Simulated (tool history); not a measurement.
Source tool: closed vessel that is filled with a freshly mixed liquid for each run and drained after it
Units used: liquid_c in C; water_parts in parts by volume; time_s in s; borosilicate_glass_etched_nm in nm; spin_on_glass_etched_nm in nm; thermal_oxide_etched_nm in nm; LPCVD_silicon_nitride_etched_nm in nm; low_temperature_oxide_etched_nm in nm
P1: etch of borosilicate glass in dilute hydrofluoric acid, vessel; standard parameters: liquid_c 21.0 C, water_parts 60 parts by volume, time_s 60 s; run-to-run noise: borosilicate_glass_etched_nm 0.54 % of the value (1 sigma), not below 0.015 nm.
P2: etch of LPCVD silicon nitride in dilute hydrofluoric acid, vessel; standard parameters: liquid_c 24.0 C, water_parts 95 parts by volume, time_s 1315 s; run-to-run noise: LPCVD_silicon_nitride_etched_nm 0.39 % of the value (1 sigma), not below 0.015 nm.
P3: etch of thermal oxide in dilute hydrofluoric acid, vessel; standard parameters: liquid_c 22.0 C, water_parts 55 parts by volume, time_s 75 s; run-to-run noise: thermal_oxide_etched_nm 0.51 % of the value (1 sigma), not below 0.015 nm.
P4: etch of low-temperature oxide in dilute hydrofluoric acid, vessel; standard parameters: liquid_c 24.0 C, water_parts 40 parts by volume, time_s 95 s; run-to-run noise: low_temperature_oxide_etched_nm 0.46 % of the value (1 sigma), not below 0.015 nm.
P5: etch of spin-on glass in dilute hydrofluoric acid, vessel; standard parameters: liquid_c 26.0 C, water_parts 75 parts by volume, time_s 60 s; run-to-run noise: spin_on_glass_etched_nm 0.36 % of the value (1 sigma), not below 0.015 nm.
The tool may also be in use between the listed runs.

run     day  process  liquid_c  water_parts  time_s  hours since the thermometer was replaced  hours since the hydrofluoric acid flow meter was replaced  borosilicate_glass_etched_nm  spin_on_glass_etched_nm  thermal_oxide_etched_nm  LPCVD_silicon_nitride_etched_nm  low_temperature_oxide_etched_nm
  1   0.508       P1      21.0           60      60                                    1527.6                                                      492.7                        48.236
  2   1.033       P5      26.0           75      60                                    1540.2                                                      505.3                                                 28.321
  3   1.512       P5      26.0          110      60                                    1551.7                                                      516.8                                                 18.509
  4   1.983       P1      21.0           60      30                                    1563.0                                                      528.1                        23.874
      2.129  -- hydrofluoric acid flow meter replaced
  5   2.521       P3      22.0           55      75                                    1575.9                                                        9.5                                                                          6.2946
  6   2.900       P2      24.0           95    1315                                    1585.0                                                       18.6                                                                                                           7.1237
  7   3.308       P2      17.0           95    1315                                    1594.8                                                       28.4                                                                                                           4.3927
  8   3.675       P3      22.0           30      75                                    1603.6                                                       37.2                                                                         11.8790
  9   4.133       P4      17.0           40      95                                    1614.6                                                       48.2                                                                                                                                            24.742
 10   4.596       P1      28.5           60      35                                    1625.7                                                       59.3                        38.131
 11   4.896       P1      21.0           60      60                                    1632.9                                                       66.5                        48.143
 12   5.371       P3      22.0           55     145                                    1644.3                                                       77.9                                                                         12.0760
 13   5.721       P4      24.0           60      95                                    1652.7                                                       86.3                                                                                                                                            21.697
 14   6.238       P3      17.0           55      75                                    1665.1                                                       98.7                                                                          5.0565
 15   6.554       P1      21.0           25      60                                    1672.7                                                      106.3                       120.910
 16   7.075       P2      24.0           95    1315                                    1685.2                                                      118.8                                                                                                           7.0937
 17   7.500       P1      21.0           85      60                                    1695.4                                                      129.0                        32.766
 18   8.021       P1      25.5           60      60                                    1707.9                                                      141.5                        58.239
 19   8.308       P3      22.0           55      75                                    1714.8                                                      148.4                                                                          6.2521
 20   8.742       P4      24.0           40      55                                    1725.2                                                      158.8                                                                                                                                            19.333
 21   9.146       P1      21.0           60      60                                    1734.9                                                      168.5                        47.881
 22   9.508       P2      24.0           95     290                                    1743.6                                                      177.2                                                                                                           1.5537
      9.688  -- thermometer replaced
 23  10.017       P1      17.0           60      60                                       7.9                                                      189.4                        40.813
 24  10.496       P5      26.0           75      30                                      19.4                                                      200.9                                                 14.167
 25  10.867       P1      21.0           60      60                                      28.3                                                      209.8                        48.059
 26  11.325       P2      24.0           30    1315                                      39.3                                                      220.8                                                                                                          21.8620
 27  11.588       P1      21.0           60      95                                      45.6                                                      227.1                        76.856
 28  11.879       P1      21.0           60      60                                      52.6                                                      234.1                        47.883
 29  12.242       P4      24.0           40      95                                      61.3                                                      242.8                                                                                                                                            33.420
 30  12.658       P5      18.0           75      60                                      71.3                                                      252.8                                                 20.613
 31  13.017       P4      24.0           40      95                                      79.9                                                      261.4                                                                                                                                            33.439
 32  13.325       P1      21.0           60      60                                      87.3                                                      268.8                        47.822
 33  13.692       P1      21.0           60      60                                      96.1                                                      277.6                        48.142
 34  13.975       P1      21.0           60      60                                     102.9                                                      284.4                        45.846
 35  14.229       P1      21.0           60      60                                     109.0                                                      290.5                        45.316
 36  14.542       P1      21.0           60      60                                     116.5                                                      298.0                        44.846
 37  14.842       P1      21.0           60      60                                     123.7                                                      305.2                        44.225
 38  15.117       P1      21.0           60      60                                     130.3                                                      311.8                        44.159
 39  15.542       P1      21.0           60      60                                     140.5                                                      322.0                        44.304

What P1 gives has crept away from where it was. These 2 causes fit the log equally well, each at the size given:
A: hydrofluoric acid flow below the setpoint (%) = 7.66
B: liquid colder than its thermometer reads (K) = 2.04
At approximately day 13.692, the process output began to creep.

The check runs listed below each take one wafer, and their results are still question marks. Under which run would the listed causes lead to clearly different results?
check 1  15.967       P3      17.5           55     110                                                                                                                                                                                    ?
check 2  15.967       P2      17.5           55    1315                                                                                                                                                                                                                     ?
check 3  15.967       P4      18.5           40      95                                                                                                                                                                                                                                                      ?
check 4  15.967       P5      20.5           75      35                                                                                                                                                           ?

Predicted outcomes, by check and by cause:
  check                           result    if A    if B
check 1          thermal_oxide_etched_nm  6.9950  6.9668
check 2  LPCVD_silicon_nitride_etched_nm  7.1924  6.7197
check 3  low_temperature_oxide_etched_nm  24.326  24.195
check 4          spin_on_glass_etched_nm  12.125  12.142
How far apart the two closest causes lie, in the result that separates them most: check 1 0.4 %; check 2 6.8 %; check 3 0.54 %; check 4 0.14 %
Of the check runs offered, only check 2 discriminates between the causes; the rest would read about the same regardless of which cause applies.

Running check 2 produced the following: LPCVD_silicon_nitride_etched_nm 6.7282 nm. Which one of the listed causes fits?

The cause is B: liquid colder than its thermometer reads (K).

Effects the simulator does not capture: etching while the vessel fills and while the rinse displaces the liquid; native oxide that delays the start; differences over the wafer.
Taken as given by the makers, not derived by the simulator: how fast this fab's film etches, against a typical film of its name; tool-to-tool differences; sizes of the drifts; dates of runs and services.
